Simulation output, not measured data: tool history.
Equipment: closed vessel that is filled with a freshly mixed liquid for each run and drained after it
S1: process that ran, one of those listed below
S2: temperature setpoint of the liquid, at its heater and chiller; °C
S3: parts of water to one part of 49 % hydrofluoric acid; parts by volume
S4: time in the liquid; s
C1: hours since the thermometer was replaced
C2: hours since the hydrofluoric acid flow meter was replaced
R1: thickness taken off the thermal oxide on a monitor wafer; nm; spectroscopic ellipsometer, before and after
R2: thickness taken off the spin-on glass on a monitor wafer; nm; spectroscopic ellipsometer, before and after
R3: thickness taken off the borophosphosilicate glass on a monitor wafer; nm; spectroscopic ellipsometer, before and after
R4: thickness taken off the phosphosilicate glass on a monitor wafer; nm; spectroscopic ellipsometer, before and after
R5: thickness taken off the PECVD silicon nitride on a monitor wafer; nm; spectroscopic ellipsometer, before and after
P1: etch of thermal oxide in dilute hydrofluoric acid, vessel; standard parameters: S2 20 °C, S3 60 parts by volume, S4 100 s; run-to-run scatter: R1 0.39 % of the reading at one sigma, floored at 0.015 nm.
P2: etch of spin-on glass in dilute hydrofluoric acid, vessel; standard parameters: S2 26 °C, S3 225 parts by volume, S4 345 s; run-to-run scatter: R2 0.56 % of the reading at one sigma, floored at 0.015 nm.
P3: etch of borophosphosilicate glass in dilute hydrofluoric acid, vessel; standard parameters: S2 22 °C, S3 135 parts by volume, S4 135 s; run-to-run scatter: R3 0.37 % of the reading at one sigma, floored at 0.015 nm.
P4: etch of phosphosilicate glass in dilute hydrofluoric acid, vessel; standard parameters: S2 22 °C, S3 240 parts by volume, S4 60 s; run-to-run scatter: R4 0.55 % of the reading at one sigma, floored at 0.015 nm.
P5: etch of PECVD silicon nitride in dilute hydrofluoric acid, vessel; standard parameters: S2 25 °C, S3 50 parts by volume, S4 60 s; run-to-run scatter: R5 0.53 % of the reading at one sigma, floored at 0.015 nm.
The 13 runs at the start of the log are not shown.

run	hour	S1	S2	S3	S4	C1	C2	R1	R2	R3	R4	R5
14	103	P1	20	20	100	2082.8	760.1	21.472				
15	109.9	P1	20	60	100	2089.7	767	6.7613				
16	117	P1	20	100	100	2096.8	774.1	3.9137				
17	121.7	P1	20	60	100	2101.5	778.8	6.8195				
18	130	P4	22	240	60	2109.8	787.1				11.948	
19	139.8	P5	25	50	30	2119.6	796.9					3.6583
20	147.2	P4	22	85	60	2127	804.3				40.289	
21	151.9	P1	20	60	100	2131.7	809	6.747				
22	161.1	P1	20	60	165	2140.9	818.2	11.28				
23	167.7	P5	25	50	60	2147.5	824.8					7.2231

Run 24 has not been measured yet. What should we expect?
24	177.1	P1	20	60	100	2156.9	834.2	?				

For run 24 the tool returned R1 6.8286 nm.
